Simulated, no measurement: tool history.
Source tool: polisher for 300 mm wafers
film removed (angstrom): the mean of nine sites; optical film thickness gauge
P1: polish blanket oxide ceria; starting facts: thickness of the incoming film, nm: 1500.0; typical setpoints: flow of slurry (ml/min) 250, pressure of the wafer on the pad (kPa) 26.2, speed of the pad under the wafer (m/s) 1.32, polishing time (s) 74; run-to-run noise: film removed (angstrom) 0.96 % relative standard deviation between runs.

run   hour  flow of slurry (ml/min)  pressure of the wafer on the pad (kPa)  speed of the pad under the wafer (m/s)  polishing time (s)  film removed (angstrom)
  1    8.9                      250                                    26.2                                    1.32                  74                   5542.3
  2   17.3                      250                                    26.2                                    0.68                  74                   2864.3
  3   29.2                      335                                    26.2                                    0.74                  74                   3171.8
  4   37.8                      250                                    26.2                                    1.96                  74                   8308.8
  5   49.2                      335                                    26.2                                    1.32                  74                   5811.9
  6   61.5                      250                                    38.6                                    1.32                  74                   8363.4
  7     69                      250                                    26.2                                    1.32                  74                   5591.5
  8   77.4                      150                                    26.2                                    1.32                  74                     5155
  9   91.6                      250                                    32.4                                    2.06                  74                    10907
 10   98.8                      250                                    26.2                                    1.32                  74                   5570.6
 11  109.1                      250                                    26.2                                    1.32                  74                   5523.6
 12  118.1                      250                                    13.1                                    1.32                  74                   2781.7
 13  128.6                      320                                    26.2                                    1.32                 112                   8641.1
 14  142.4                      250                                    26.2                                    1.32                  37                   2745.5
 15  152.3                      250                                    26.2                                    1.32                  74                   5712.2
 16  161.7                      250                                    26.2                                    1.32                  98                   7387.3
 17  176.7                      250                                    26.2                                    1.32                  74                     5552
 18  186.1                      250                                    26.2                                    1.32                  74                   5553.9
 19  195.8                      250                                    26.2                                    1.32                  74                   5420.5
 20  210.6                      250                                    26.2                                    1.32                  74                   5413.2
     218.8  -- head pressure recalibrated
 21  222.2                      250                                    26.2                                    1.32                  74                   5357.1
 22  232.5                      250                                    26.2                                    1.32                  74                   5340.8
 23  241.7                      250                                    26.2                                    1.32                  74                   5284.5
 24  256.1                      250                                    26.2                                    1.32                  74                   5377.5
 25  269.3                      250                                    26.2                                    1.32                  74                   5222.7

What P1 gives has crept off from where it sat before. The 2 causes that follow fit the log equally well, each at the size noted:
A: removal rate lost through wear of the pad, % = 5.06
B: slurry flow missing at the pad, % = 32.9
The drift started at roughly hour 186.1.
Ruled out, with reasons:
head's pressure below its setpoint, %: maintenance at hour 218.8, after the shift began, did not return the process to its former output

4 check runs are offered, each on 5 wafers whose results are averaged, their results left as question marks. Which one tells the causes apart?
check 1  282.5                      150                                    26.2                                    0.86                  74                        ?
check 2  282.5                      250                                    13.1                                    1.32                  74                        ?
check 3  282.5                      250                                    37.9                                    1.32                  58                        ?
check 4  282.5                      250                                    35.9                                    1.32                  43                        ?

What every check run would give for each of its results, assuming each possible cause in turn:
  check                   result    if A    if B
check 1  film removed (angstrom)  3205.5  3106.7
check 2  film removed (angstrom)  2639.4  2639.3
check 3  film removed (angstrom)  5988.3  5988.1
check 4  film removed (angstrom)  4197.5  4197.3
Per-check spread between the two closest causes, in the result where they differ most: check 1 3.13 %; check 2 0 %; check 3 0 %; check 4 0 %
Of the check runs offered, only check 1 discriminates between the causes; the rest would read about the same regardless of which cause applies.

Here is what check 1 returned: film removed (angstrom) 3126. Which cause is it?

The cause is B: slurry flow missing at the pad, %.
